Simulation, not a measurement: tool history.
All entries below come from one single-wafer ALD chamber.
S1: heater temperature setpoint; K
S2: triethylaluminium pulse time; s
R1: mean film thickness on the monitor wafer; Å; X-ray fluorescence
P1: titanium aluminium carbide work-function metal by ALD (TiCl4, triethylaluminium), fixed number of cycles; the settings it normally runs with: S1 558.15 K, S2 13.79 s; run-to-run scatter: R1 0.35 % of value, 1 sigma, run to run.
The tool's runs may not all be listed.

{"run": 1, "hour": 4.6, "S1": 558.15, "S2": 13.79, "R1": 19.237}
{"run": 2, "hour": 10.2, "S1": 544.15, "S2": 5.57, "R1": 15.478}
{"run": 3, "hour": 18.3, "S1": 535.15, "S2": 13.79, "R1": 17.19}
{"run": 4, "hour": 26.6, "S1": 558.15, "S2": 13.79, "R1": 19.183}
{"run": 5, "hour": 34.5, "S1": 582.15, "S2": 13.79, "R1": 21.4}
{"run": 6, "hour": 43.2, "S1": 558.15, "S2": 13.79, "R1": 19.283}
{"run": 7, "hour": 48.5, "S1": 558.15, "S2": 21.85, "R1": 19.472}
{"run": 8, "hour": 55.7, "S1": 575.15, "S2": 21.29, "R1": 20.927}
{"run": 9, "hour": 60.0, "S1": 558.15, "S2": 13.79, "R1": 19.189}
{"run": 10, "hour": 68.1, "S1": 558.15, "S2": 6.08, "R1": 16.984}
{"run": 11, "hour": 76.5, "S1": 558.15, "S2": 13.79, "R1": 19.328}
{"run": 12, "hour": 84.4, "S1": 535.15, "S2": 21.59, "R1": 17.385}
{"run": 13, "hour": 91.0, "S1": 558.15, "S2": 13.79, "R1": 19.243}
{"run": 14, "hour": 96.9, "S1": 558.15, "S2": 13.79, "R1": 19.082}
{"run": 15, "hour": 105.5, "S1": 558.15, "S2": 13.79, "R1": 18.815}
{"run": 16, "hour": 110.1, "S1": 558.15, "S2": 13.79, "R1": 18.834}
{"run": 17, "hour": 118.7, "S1": 558.15, "S2": 13.79, "R1": 18.689}
{"run": 18, "hour": 127.2, "S1": 558.15, "S2": 13.79, "R1": 18.858}
{"run": 19, "hour": 133.8, "S1": 558.15, "S2": 13.79, "R1": 18.705}
{"run": 20, "hour": 142.7, "S1": 558.15, "S2": 13.79, "R1": 18.801}
{"run": 21, "hour": 149.4, "S1": 558.15, "S2": 13.79, "R1": 18.794}

Something has made what P1 gives creep away from where it was; the 2 causes below, each at its own stated size, fit the log equally well:
A: triethylaluminium dose below that of a fresh bottle (%) = 29.3
B: wafer temperature below the value expected at the setpoint (K) = 5.76
The process output started creeping at around hour 91.

Which of the 4 check runs listed below, each an average over 2 wafers with its results shown as question marks, gives clearly different results under the different listed causes?
{"run": "check 1", "hour": 156.1, "S1": 577.15, "S2": 13.79, "R1": "?"}
{"run": "check 2", "hour": 156.1, "S1": 545.15, "S2": 13.79, "R1": "?"}
{"run": "check 3", "hour": 156.1, "S1": 558.15, "S2": 20.03, "R1": "?"}
{"run": "check 4", "hour": 156.1, "S1": 543.15, "S2": 13.79, "R1": "?"}

What each check would give under each cause:
check=check_1 result=R1 if_A=20.381 if_B=20.416
check=check_2 result=R1 if_A=17.627 if_B=17.604
check=check_3 result=R1 if_A=19.262 if_B=18.879
check=check_4 result=R1 if_A=17.458 if_B=17.432
Smallest distance between any two causes, each pair judged by its most separating result, in per cent: check 1 0.17 %; check 2 0.13 %; check 3 2.01 %; check 4 0.15 %
Check 3 distinguishes between the causes, while the remaining checks would return nearly the same result for all of them.

Running check 3 produced the following: R1 18.829 Å. Which one of the listed causes fits?

Of the candidate causes, it is B: wafer temperature below the value expected at the setpoint (K).
